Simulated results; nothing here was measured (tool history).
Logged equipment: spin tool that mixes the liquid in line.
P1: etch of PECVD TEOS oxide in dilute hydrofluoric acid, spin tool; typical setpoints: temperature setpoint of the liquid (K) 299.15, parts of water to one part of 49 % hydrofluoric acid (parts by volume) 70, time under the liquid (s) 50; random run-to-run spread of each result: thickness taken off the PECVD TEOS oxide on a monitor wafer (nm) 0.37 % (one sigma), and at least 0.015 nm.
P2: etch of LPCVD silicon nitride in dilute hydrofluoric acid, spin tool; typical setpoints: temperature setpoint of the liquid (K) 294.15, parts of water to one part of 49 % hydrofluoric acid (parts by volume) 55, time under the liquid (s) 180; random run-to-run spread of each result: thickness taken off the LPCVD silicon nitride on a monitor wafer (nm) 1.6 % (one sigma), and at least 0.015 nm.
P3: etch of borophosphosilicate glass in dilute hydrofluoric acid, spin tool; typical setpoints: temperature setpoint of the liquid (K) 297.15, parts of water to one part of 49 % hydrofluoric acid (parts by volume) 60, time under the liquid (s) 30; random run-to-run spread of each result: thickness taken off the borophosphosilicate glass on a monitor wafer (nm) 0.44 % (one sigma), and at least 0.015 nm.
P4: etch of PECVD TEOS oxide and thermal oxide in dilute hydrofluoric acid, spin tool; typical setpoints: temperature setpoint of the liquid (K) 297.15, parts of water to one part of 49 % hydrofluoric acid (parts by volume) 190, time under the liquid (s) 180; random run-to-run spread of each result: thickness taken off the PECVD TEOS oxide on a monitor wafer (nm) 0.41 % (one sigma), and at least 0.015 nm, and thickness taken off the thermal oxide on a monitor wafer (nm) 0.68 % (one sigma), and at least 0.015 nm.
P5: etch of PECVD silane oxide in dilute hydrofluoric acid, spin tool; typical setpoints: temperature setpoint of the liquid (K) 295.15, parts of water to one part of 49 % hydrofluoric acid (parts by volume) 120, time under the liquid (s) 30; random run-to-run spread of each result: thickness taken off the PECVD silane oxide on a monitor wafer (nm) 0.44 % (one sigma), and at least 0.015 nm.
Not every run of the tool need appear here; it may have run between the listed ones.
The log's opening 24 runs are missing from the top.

run,day,process that ran,temperature setpoint of the liquid (K),parts of water to one part of 49 % hydrofluoric acid (parts by volume),time under the liquid (s),hours since the thermometer was replaced,hours since the hydrofluoric acid flow meter was replaced,thickness taken off the PECVD TEOS oxide on a monitor wafer (nm),thickness taken off the LPCVD silicon nitride on a monitor wafer (nm),thickness taken off the borophosphosilicate glass on a monitor wafer (nm),thickness taken off the thermal oxide on a monitor wafer (nm),thickness taken off the PECVD silane oxide on a monitor wafer (nm)
25,5.617,P1,305.15,70,50,767.8,1652,17.278,,,,
26,5.929,P1,299.15,70,85,775.3,1659.5,23.243,,,,
27,6.242,P1,299.15,70,50,782.8,1667,13.635,,,,
28,6.533,P3,297.15,60,30,789.8,1674,,,22.468,,
29,6.721,P1,299.15,110,50,794.3,1678.5,8.2717,,,,
30,6.942,P4,297.15,190,15,799.6,1683.8,0.72651,,,0.29993,
31,7.233,P1,304.15,70,85,806.6,1690.8,28.289,,,,
32,7.479,P5,290.15,120,30,812.5,1696.7,,,,,8.0062
33,7.783,P1,299.15,70,50,819.8,1704,13.679,,,,

Run 34 has not been measured yet. What should we expect?
34,8.042,P1,299.15,70,50,826,1710.2,?,,,,

thickness taken off the PECVD TEOS oxide on a monitor wafer (nm): 13.131
